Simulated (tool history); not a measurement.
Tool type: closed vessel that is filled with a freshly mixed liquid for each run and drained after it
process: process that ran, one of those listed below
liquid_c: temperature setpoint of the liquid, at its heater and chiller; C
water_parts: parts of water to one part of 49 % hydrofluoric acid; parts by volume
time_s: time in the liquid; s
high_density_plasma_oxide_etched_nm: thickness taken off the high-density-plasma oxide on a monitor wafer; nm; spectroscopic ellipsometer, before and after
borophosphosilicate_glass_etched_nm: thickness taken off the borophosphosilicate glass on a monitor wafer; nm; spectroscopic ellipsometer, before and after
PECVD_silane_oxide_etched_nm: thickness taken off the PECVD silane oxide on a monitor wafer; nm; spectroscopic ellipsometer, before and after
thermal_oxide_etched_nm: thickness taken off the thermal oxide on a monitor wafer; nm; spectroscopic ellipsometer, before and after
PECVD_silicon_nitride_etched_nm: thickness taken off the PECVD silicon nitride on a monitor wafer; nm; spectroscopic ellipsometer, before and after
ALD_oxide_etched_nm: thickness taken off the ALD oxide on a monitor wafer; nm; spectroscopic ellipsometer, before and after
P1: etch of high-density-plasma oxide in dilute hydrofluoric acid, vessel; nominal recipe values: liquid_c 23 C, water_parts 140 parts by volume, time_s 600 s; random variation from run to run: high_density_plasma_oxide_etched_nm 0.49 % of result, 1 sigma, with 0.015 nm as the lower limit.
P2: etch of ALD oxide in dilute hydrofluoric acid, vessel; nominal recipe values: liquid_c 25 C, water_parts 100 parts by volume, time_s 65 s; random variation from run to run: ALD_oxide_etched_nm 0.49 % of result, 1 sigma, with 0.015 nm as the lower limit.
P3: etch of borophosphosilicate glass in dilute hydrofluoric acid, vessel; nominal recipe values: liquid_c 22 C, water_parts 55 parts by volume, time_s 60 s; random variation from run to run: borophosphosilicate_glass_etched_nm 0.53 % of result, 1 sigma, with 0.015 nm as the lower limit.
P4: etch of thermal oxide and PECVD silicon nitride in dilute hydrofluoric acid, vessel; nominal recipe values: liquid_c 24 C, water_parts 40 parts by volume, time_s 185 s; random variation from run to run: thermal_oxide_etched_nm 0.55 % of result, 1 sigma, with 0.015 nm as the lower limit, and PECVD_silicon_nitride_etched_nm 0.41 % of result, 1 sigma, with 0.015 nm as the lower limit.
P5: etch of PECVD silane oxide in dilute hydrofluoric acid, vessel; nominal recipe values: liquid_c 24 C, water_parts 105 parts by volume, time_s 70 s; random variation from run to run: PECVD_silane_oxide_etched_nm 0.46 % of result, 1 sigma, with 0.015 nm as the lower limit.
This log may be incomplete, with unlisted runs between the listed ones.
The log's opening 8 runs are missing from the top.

run	hour	process	liquid_c	water_parts	time_s	hours since the thermometer was replaced	hours since the hydrofluoric acid flow meter was replaced	high_density_plasma_oxide_etched_nm	borophosphosilicate_glass_etched_nm	PECVD_silane_oxide_etched_nm	thermal_oxide_etched_nm	PECVD_silicon_nitride_etched_nm	ALD_oxide_etched_nm
9	102.3	P1	26.5	190	600	934.6	239.4	19.4					
10	112.5	P1	23	55	600	944.8	249.6	69.812					
11	122.8	P5	24	105	70	955.1	259.9			14.584			
12	132.2	P3	22	55	30	964.5	269.3		18.5				
13	141.5	P4	24	40	345	973.8	278.6				46.115	16.972	
14	150.6	P1	17	140	600	982.9	287.7	19.428					
15	158	P2	25	175	65	990.3	295.1						11.413
16	167.9	P2	25	100	65	1000.2	305						21.926
17	176.5	P2	25	100	65	1008.8	313.6						21.827
18	190.3	P5	24	55	70	1022.6	327.4			29.839			

Estimate the outcome of run 19 from the log above:
19	197.5	P1	23	140	950	1029.8	334.6	?					

high_density_plasma_oxide_etched_nm: 39.064 nm

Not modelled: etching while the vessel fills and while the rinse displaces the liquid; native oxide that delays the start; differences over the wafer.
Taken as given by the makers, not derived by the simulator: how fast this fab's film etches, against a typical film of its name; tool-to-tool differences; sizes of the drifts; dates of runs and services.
